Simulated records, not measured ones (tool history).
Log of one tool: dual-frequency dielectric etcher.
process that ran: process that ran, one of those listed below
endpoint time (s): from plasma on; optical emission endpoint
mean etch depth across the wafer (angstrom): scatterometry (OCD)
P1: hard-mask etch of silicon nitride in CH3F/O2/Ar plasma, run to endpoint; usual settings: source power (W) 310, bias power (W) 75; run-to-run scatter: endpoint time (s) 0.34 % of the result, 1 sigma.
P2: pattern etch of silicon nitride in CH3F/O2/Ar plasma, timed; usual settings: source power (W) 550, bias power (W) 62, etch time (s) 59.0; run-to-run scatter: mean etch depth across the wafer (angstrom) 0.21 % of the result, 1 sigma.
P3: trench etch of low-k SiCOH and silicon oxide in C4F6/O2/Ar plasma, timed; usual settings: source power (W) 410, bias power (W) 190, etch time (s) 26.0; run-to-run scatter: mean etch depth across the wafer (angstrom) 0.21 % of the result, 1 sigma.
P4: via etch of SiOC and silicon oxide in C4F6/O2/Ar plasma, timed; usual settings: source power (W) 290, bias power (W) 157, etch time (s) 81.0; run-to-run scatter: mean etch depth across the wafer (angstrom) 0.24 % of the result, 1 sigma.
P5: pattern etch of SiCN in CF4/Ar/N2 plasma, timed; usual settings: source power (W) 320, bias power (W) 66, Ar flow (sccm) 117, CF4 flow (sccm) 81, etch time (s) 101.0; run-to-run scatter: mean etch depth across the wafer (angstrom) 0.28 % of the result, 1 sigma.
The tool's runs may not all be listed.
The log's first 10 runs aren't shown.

run	hour	process that ran	source power (W)	bias power (W)	etch time (s)	Ar flow (sccm)	CF4 flow (sccm)	hours since the last wet clean	hours since the last source power generator calibration	hours since the last bias power generator calibration	endpoint time (s)	mean etch depth across the wafer (angstrom)
11	67.6	P4	290	157	52.0			244.6	1557.1	1760.9		497.90
12	72.5	P3	410	190	26.0			249.5	1562.0	1765.8		843.61
# hour 73.8: bias power generator calibrated
13	80.5	P2	550	62	59.0			257.5	1570.0	6.7		425.42
14	89.4	P3	570	190	26.0			266.4	1578.9	15.6		961.79
15	95.9	P1	310	75				272.9	1585.4	22.1	52.145	
16	103.0	P5	220	66	101.0	117	81	280.0	1592.5	29.2		456.19
17	109.3	P1	410	75				286.3	1598.8	35.5	47.112	
18	116.2	P4	290	126	81.0			293.2	1605.7	42.4		719.89
19	121.1	P3	410	190	34.0			298.1	1610.6	47.3		1103.70
20	129.3	P1	180	75				306.3	1618.8	55.5	63.746	
21	137.9	P1	250	104				314.9	1627.4	64.1	50.174	
22	147.1	P5	320	66	101.0	117	81	324.1	1636.6	73.3		634.20
23	152.8	P1	310	75				329.8	1642.3	79.0	52.273	
24	160.3	P1	260	52				337.3	1649.8	86.5	63.272	
25	170.0	P2	550	62	72.5			347.0	1659.5	96.2		523.11
26	178.2	P1	310	75				355.2	1667.7	104.4	52.328	
27	187.8	P2	350	62	59.0			364.8	1677.3	114.0		357.00
28	192.5	P3	410	259	26.0			369.5	1682.0	118.7		933.16
29	197.7	P1	310	75				374.7	1687.2	123.9	52.557	
30	202.7	P5	320	66	63.0	117	81	379.7	1692.2	128.9		394.50
31	209.6	P4	290	157	81.0			386.6	1699.1	135.8		768.24
32	218.4	P1	310	75				395.4	1707.9	144.6	52.211	

The next listed run, before its measurement:
33	224.0	P1	310	75				401.0	1713.5	150.2	?	

{"run 33": {"endpoint time (s)": 52.417}}

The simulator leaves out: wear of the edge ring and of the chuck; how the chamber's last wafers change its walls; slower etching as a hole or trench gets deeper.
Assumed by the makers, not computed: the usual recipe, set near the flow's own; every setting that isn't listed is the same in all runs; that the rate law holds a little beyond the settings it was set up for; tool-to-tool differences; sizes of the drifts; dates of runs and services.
